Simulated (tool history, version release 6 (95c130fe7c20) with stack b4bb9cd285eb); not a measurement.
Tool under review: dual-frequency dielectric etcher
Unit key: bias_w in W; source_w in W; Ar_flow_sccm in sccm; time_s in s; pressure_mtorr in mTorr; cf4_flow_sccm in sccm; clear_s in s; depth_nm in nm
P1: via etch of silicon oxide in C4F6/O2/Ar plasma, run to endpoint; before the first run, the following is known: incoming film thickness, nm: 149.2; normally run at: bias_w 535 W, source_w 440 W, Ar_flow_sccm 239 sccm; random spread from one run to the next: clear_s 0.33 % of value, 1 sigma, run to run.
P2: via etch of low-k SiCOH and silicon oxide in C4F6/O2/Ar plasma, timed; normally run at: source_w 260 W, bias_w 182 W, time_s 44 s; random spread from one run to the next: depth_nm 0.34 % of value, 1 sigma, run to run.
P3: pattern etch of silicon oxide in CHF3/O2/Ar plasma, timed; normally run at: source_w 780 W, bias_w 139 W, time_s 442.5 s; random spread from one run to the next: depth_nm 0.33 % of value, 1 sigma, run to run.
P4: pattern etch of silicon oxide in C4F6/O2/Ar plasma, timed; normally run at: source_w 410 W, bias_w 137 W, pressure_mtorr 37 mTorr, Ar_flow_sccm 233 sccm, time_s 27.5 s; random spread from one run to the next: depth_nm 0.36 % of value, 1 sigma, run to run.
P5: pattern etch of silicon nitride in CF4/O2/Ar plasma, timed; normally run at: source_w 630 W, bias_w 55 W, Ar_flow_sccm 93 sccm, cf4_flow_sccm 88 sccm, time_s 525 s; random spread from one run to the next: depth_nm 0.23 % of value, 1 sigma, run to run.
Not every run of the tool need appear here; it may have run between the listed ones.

| run | hour | process | bias_w | source_w | Ar_flow_sccm | time_s | pressure_mtorr | cf4_flow_sccm | hours since the last wet clean | hours since the last bias power generator calibration | hours since the last source power generator calibration | hours since the last Ar flow controller change | clear_s | depth_nm |
|---|---|---|---|---|---|---|---|---|---|---|---|---|---|---|
| 1 | 11.7 | P1 | 535 | 440 | 239 |  |  |  | 193.5 | 2572.8 | 262.7 | 632.7 | 29.515 |  |
| 2 | 29.7 | P2 | 182 | 260 |  | 44 |  |  | 211.5 | 2590.8 | 280.7 | 650.7 |  | 97.579 |
| 3 | 43.4 | P3 | 182 | 780 |  | 442.5 |  |  | 225.2 | 2604.5 | 294.4 | 664.4 |  | 985.97 |
| 4 | 54.4 | P2 | 250 | 260 |  | 44 |  |  | 236.2 | 2615.5 | 305.4 | 675.4 |  | 109.1 |
| 5 | 69 | P1 | 535 | 440 | 239 |  |  |  | 250.8 | 2630.1 | 320 | 690 | 29.508 |  |
| 6 | 85.3 | P4 | 137 | 410 | 233 | 15 | 37 |  | 267.1 | 2646.4 | 336.3 | 706.3 |  | 42.988 |
| 7 | 99.5 | P1 | 345 | 440 | 239 |  |  |  | 281.3 | 2660.6 | 350.5 | 720.5 | 34.601 |  |
| 8 | 114.8 | P1 | 535 | 300 | 239 |  |  |  | 296.6 | 2675.9 | 365.8 | 735.8 | 34.026 |  |
| 9 | 124.2 | P1 | 535 | 440 | 289 |  |  |  | 306 | 2685.3 | 375.2 | 745.2 | 30.137 |  |
| 10 | 143 | P1 | 535 | 440 | 239 |  |  |  | 324.8 | 2704.1 | 394 | 764 | 29.56 |  |
| 11 | 152.4 | P3 | 139 | 1090 |  | 442.5 |  |  | 334.2 | 2713.5 | 403.4 | 773.4 |  | 1039.6 |
| 12 | 166.1 | P4 | 137 | 330 | 233 | 27.5 | 37 |  | 347.9 | 2727.2 | 417.1 | 787.1 |  | 72.341 |
| 13 | 177.4 | P1 | 535 | 560 | 239 |  |  |  | 359.2 | 2738.5 | 428.4 | 798.4 | 26.978 |  |
| 14 | 190.5 | P5 | 55 | 850 | 93 | 525 |  | 88 | 372.3 | 2751.6 | 441.5 | 811.5 |  | 1579.1 |
| 15 | 208.8 | P1 | 671 | 440 | 314 |  |  |  | 390.6 | 2769.9 | 459.8 | 829.8 | 28.033 |  |
| 16 | 218.8 | P4 | 137 | 410 | 233 | 27.5 | 37 |  | 400.6 | 2779.9 | 469.8 | 839.8 |  | 79.285 |
| 17 | 230.2 | P4 | 83 | 410 | 233 | 27.5 | 37 |  | 412 | 2791.3 | 481.2 | 851.2 |  | 68.361 |
| 18 | 244.7 | P2 | 182 | 260 |  | 24 |  |  | 426.5 | 2805.8 | 495.7 | 865.7 |  | 53.391 |
| 19 | 254.8 | P5 | 55 | 630 | 123 | 525 |  | 88 | 436.6 | 2815.9 | 505.8 | 875.8 |  | 1173.2 |
| 20 | 273.4 | P5 | 66 | 630 | 93 | 525 |  | 88 | 455.2 | 2834.5 | 524.4 | 894.4 |  | 1300.1 |
| 21 | 285.6 | P3 | 139 | 780 |  | 442.5 |  |  | 467.4 | 2846.7 | 536.6 | 906.6 |  | 910.79 |

Run 22 is up next; what results do you expect?
| 22 | 294.4 | P5 | 55 | 630 | 93 | 525 |  | 61 | 476.2 | 2855.5 | 545.4 | 915.4 |  | ? |

Run 22 produced depth_nm 1151 nm.
